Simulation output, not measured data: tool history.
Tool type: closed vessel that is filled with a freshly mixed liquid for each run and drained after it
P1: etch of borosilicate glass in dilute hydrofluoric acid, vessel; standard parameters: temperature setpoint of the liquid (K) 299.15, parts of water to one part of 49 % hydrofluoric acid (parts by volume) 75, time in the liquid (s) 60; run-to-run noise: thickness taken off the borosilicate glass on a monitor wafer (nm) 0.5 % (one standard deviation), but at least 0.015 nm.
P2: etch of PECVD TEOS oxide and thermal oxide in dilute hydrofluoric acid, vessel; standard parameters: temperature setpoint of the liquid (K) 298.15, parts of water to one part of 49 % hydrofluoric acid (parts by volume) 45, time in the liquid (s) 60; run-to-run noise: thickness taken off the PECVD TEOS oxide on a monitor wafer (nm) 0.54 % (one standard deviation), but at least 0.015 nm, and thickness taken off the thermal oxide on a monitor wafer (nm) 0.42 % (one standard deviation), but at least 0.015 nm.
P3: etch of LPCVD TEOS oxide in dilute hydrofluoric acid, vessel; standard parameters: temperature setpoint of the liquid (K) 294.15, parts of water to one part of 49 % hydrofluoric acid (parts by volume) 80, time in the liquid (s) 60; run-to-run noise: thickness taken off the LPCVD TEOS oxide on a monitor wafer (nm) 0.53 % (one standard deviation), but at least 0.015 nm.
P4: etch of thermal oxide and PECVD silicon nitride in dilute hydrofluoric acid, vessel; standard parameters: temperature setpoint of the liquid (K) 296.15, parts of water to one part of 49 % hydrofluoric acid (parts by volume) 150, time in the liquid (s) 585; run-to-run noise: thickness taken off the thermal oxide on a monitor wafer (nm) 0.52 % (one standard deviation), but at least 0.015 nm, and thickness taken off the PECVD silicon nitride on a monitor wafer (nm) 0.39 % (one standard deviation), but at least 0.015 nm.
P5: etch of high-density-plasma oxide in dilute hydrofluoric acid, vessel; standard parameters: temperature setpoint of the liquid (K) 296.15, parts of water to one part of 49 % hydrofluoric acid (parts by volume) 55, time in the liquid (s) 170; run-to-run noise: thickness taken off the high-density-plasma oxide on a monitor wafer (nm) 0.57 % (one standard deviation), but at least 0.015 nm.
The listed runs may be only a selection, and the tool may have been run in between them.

run   hour  process that ran  temperature setpoint of the liquid (K)  parts of water to one part of 49 % hydrofluoric acid (parts by volume)  time in the liquid (s)  hours since the thermometer was replaced  hours since the hydrofluoric acid flow meter was replaced  thickness taken off the borosilicate glass on a monitor wafer (nm)  thickness taken off the high-density-plasma oxide on a monitor wafer (nm)  thickness taken off the thermal oxide on a monitor wafer (nm)  thickness taken off the PECVD silicon nitride on a monitor wafer (nm)  thickness taken off the PECVD TEOS oxide on a monitor wafer (nm)  thickness taken off the LPCVD TEOS oxide on a monitor wafer (nm)
  1    3.4                P1                                  299.15                                                                      75                      60                                    1083.6                                                      730.9                                                             19.0430
  2    8.2                P5                                  296.15                                                                      85                     170                                    1088.4                                                      735.7                                                                                                                                         10.143
  3   13.4                P1                                  295.65                                                                      20                      60                                    1093.6                                                      740.9                                                             66.6110
  4   19.5                P4                                  296.15                                                                     150                    1170                                    1099.7                                                      747.0                                                                                                                                                                                                       30.7630                                                                 41.159
  5   22.9                P5                                  296.15                                                                      55                     275                                    1103.1                                                      750.4                                                                                                                                         26.117
  6   27.8                P5                                  290.65                                                                      55                     170                                    1108.0                                                      755.3                                                                                                                                         12.994
  7   33.9                P5                                  296.15                                                                      55                     170                                    1114.1                                                      761.4                                                                                                                                         16.290
  8   37.9                P1                                  291.15                                                                      75                     100                                    1118.1                                                      765.4                                                             22.8490
  9   44.7                P1                                  291.65                                                                      75                      60                                    1124.9                                                      772.2                                                             13.9410
 10   51.6                P2                                  298.15                                                                      65                      60                                    1131.8                                                      779.1                                                                                                                                                                                                        4.7628                                                                                                                                   13.699
 11   56.3                P4                                  296.15                                                                     150                     585                                    1136.5                                                      783.8                                                                                                                                                                                                       15.4530                                                                 20.637
 12   63.0                P1                                  299.15                                                                      75                      60                                    1143.2                                                      790.5                                                             18.8270
 13   70.5                P1                                  299.15                                                                      75                      60                                    1150.7                                                      798.0                                                             18.8960
 14   74.6                P1                                  299.15                                                                      75                      60                                    1154.8                                                      802.1                                                             18.8850
 15   81.5                P5                                  296.15                                                                      55                     170                                    1161.7                                                      809.0                                                                                                                                         16.322
 16   86.7                P1                                  307.15                                                                      75                      60                                    1166.9                                                      814.2                                                             25.7900
 17   92.8                P1                                  299.15                                                                      30                      60                                    1173.0                                                      820.3                                                             50.2230
 18   96.6                P1                                  299.15                                                                     140                      60                                    1176.8                                                      824.1                                                              9.3709
 19  102.0                P1                                  299.15                                                                      75                      60                                    1182.2                                                      829.5                                                             19.1450
 20  105.7                P3                                  294.15                                                                      80                      30                                    1185.9                                                      833.2                                                                                                                                                                                                                                                                                                                                                                                                                   7.6675
 21  111.1                P4                                  296.15                                                                      65                     585                                    1191.3                                                      838.6                                                                                                                                                                                                       39.6140                                                                 47.153
 22  117.9                P1                                  299.15                                                                      75                      95                                    1198.1                                                      845.4                                                             30.0540
 23  122.0                P2                                  306.15                                                                      45                      60                                    1202.2                                                      849.5                                                                                                                                                                                                        9.6318                                                                                                                                   27.930
 24  126.1                P2                                  298.15                                                                      45                      30                                    1206.3                                                      853.6                                                                                                                                                                                                        3.4665                                                                                                                                   10.158
 25  133.0                P1                                  299.15                                                                      75                      60                                    1213.2                                                      860.5                                                             18.9210
 26  136.6                P3                                  294.15                                                                     140                      60                                    1216.8                                                      864.1                                                                                                                                                                                                                                                                                                                                                                                                                   8.1709
 27  141.6                P3                                  290.15                                                                      80                      60                                    1221.8                                                      869.1                                                                                                                                                                                                                                                                                                                                                                                                                  12.8510
 28  147.2                P1                                  299.15                                                                      75                      30                                    1227.4                                                      874.7                                                              9.5113
 29  151.8                P1                                  295.15                                                                      20                      60                                    1232.0                                                      879.3                                                             64.9240
 30  158.2                P2                                  298.15                                                                      45                      60                                    1238.4                                                      885.7                                                                                                                                                                                                        7.0097                                                                                                                                   20.227
 31  164.7                P3                                  294.15                                                                      80                      60                                    1244.9                                                      892.2                                                                                                                                                                                                                                                                                                                                                                                                                  15.2510

Estimate the outcome of run 32 from the log above:
 32  169.2                P4                                  290.15                                                                     150                     585                                    1249.4                                                      896.7                                                                                                                                                                                                             ?                                                                      ?

{"run 32": {"thickness taken off the thermal oxide on a monitor wafer (nm)": 12.211, "thickness taken off the PECVD silicon nitride on a monitor wafer (nm)": 13.833}}
